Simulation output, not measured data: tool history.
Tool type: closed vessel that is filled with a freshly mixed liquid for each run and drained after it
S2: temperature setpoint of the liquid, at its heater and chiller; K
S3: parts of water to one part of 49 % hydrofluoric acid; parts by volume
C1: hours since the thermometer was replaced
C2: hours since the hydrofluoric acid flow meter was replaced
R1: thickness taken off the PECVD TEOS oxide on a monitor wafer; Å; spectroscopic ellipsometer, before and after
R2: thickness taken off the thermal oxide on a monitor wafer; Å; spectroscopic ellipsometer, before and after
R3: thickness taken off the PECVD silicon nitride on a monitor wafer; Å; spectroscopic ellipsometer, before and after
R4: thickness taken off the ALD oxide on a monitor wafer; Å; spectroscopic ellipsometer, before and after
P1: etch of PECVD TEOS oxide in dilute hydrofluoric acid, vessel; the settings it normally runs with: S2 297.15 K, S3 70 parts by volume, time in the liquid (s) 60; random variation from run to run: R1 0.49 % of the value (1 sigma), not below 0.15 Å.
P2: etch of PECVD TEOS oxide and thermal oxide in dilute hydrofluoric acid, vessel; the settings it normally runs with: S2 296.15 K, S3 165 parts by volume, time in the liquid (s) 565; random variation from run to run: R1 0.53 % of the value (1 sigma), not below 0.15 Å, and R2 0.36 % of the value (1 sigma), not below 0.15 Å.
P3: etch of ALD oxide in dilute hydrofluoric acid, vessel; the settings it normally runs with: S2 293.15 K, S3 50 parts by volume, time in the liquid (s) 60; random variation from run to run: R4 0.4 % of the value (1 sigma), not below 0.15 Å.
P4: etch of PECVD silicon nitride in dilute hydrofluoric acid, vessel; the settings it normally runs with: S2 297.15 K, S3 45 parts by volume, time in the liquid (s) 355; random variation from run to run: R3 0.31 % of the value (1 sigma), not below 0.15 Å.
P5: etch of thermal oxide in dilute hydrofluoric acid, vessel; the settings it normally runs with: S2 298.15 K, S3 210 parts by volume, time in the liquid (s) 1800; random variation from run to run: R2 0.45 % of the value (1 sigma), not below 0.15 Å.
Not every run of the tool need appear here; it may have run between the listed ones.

Run 1, hour 9.6: process that ran P1, S2 297.15 K, S3 70 parts by volume, time in the liquid (s) 60; C1 857.8; C2 974.2. Result: R1 129.040 Å.
Run 2, hour 19.8: process that ran P1, S2 297.15 K, S3 70 parts by volume, time in the liquid (s) 60; C1 868.0; C2 984.4. Result: R1 129.180 Å.
Run 3, hour 31.0: process that ran P1, S2 297.15 K, S3 105 parts by volume, time in the liquid (s) 35; C1 879.2; C2 995.6. Result: R1 47.947 Å.
Run 4, hour 42.4: process that ran P1, S2 301.65 K, S3 70 parts by volume, time in the liquid (s) 60; C1 890.6; C2 1007.0. Result: R1 154.880 Å.
Run 5, hour 55.1: process that ran P1, S2 297.15 K, S3 40 parts by volume, time in the liquid (s) 60; C1 903.3; C2 1019.7. Result: R1 233.960 Å.
Run 6, hour 63.1: process that ran P2, S2 296.15 K, S3 60 parts by volume, time in the liquid (s) 565; C1 911.3; C2 1027.7. Result: R1 1460.900 Å, R2 427.29 Å.
Run 7, hour 70.4: process that ran P4, S2 297.15 K, S3 45 parts by volume, time in the liquid (s) 355; C1 918.6; C2 1035.0. Result: R3 433.94 Å.
Run 8, hour 84.5: process that ran P1, S2 297.15 K, S3 70 parts by volume, time in the liquid (s) 60; C1 932.7; C2 1049.1. Result: R1 129.400 Å.
Run 9, hour 97.4: process that ran P3, S2 293.15 K, S3 50 parts by volume, time in the liquid (s) 60; C1 945.6; C2 1062.0. Result: R4 152.290 Å.
Run 10, hour 110.5: process that ran P1, S2 297.15 K, S3 105 parts by volume, time in the liquid (s) 30; C1 958.7; C2 1075.1. Result: R1 41.029 Å.
Run 11, hour 121.0: process that ran P5, S2 298.15 K, S3 210 parts by volume, time in the liquid (s) 2755; C1 969.2; C2 1085.6. Result: R2 562.57 Å.
Run 12, hour 135.5: process that ran P2, S2 290.15 K, S3 165 parts by volume, time in the liquid (s) 565; C1 983.7; C2 1100.1. Result: R1 370.860 Å, R2 107.79 Å.
Run 13, hour 150.7: process that ran P3, S2 293.15 K, S3 50 parts by volume, time in the liquid (s) 30; C1 998.9; C2 1115.3. Result: R4 75.881 Å.
Run 14, hour 163.3: process that ran P3, S2 290.15 K, S3 50 parts by volume, time in the liquid (s) 60; C1 1011.5; C2 1127.9. Result: R4 134.350 Å.
Run 15, hour 175.0: process that ran P4, S2 297.15 K, S3 20 parts by volume, time in the liquid (s) 355; C1 1023.2; C2 1139.6. Result: R3 956.97 Å.
Run 16, hour 188.4: process that ran P1, S2 290.15 K, S3 70 parts by volume, time in the liquid (s) 60; C1 1036.6; C2 1153.0. Result: R1 96.573 Å.
Run 17, hour 196.1: process that ran P1, S2 297.15 K, S3 70 parts by volume, time in the liquid (s) 60; C1 1044.3; C2 1160.7. Result: R1 127.910 Å.
Run 18, hour 210.5: process that ran P1, S2 297.15 K, S3 70 parts by volume, time in the liquid (s) 30; C1 1058.7; C2 1175.1. Result: R1 64.284 Å.
Run 19, hour 218.1: process that ran P5, S2 302.15 K, S3 210 parts by volume, time in the liquid (s) 1800; C1 1066.3; C2 1182.7. Result: R2 423.31 Å.
Run 20, hour 230.1: process that ran P1, S2 297.15 K, S3 110 parts by volume, time in the liquid (s) 60; C1 1078.3; C2 1194.7. Result: R1 78.202 Å.
Run 21, hour 242.7: process that ran P3, S2 293.15 K, S3 50 parts by volume, time in the liquid (s) 60; C1 1090.9; C2 1207.3. Result: R4 151.870 Å.
Run 22, hour 256.4: process that ran P5, S2 298.15 K, S3 210 parts by volume, time in the liquid (s) 1800; C1 1104.6; C2 1221.0. Result: R2 369.88 Å.
Run 23, hour 263.9: process that ran P1, S2 297.15 K, S3 70 parts by volume, time in the liquid (s) 105; C1 1112.1; C2 1228.5. Result: R1 224.810 Å.
Run 24, hour 271.9: process that ran P4, S2 297.15 K, S3 45 parts by volume, time in the liquid (s) 355; C1 1120.1; C2 1236.5. Result: R3 436.67 Å.
Run 25, hour 286.2: process that ran P2, S2 296.15 K, S3 165 parts by volume, time in the liquid (s) 565; C1 1134.4; C2 1250.8. Result: R1 473.490 Å, R2 136.94 Å.

What will run 26 give?
Run 26, hour 294.3: process that ran P1, S2 301.65 K, S3 20 parts by volume, time in the liquid (s) 60; C1 1142.5; C2 1258.9. Result: R1 ?.

R1: 585.210 Å
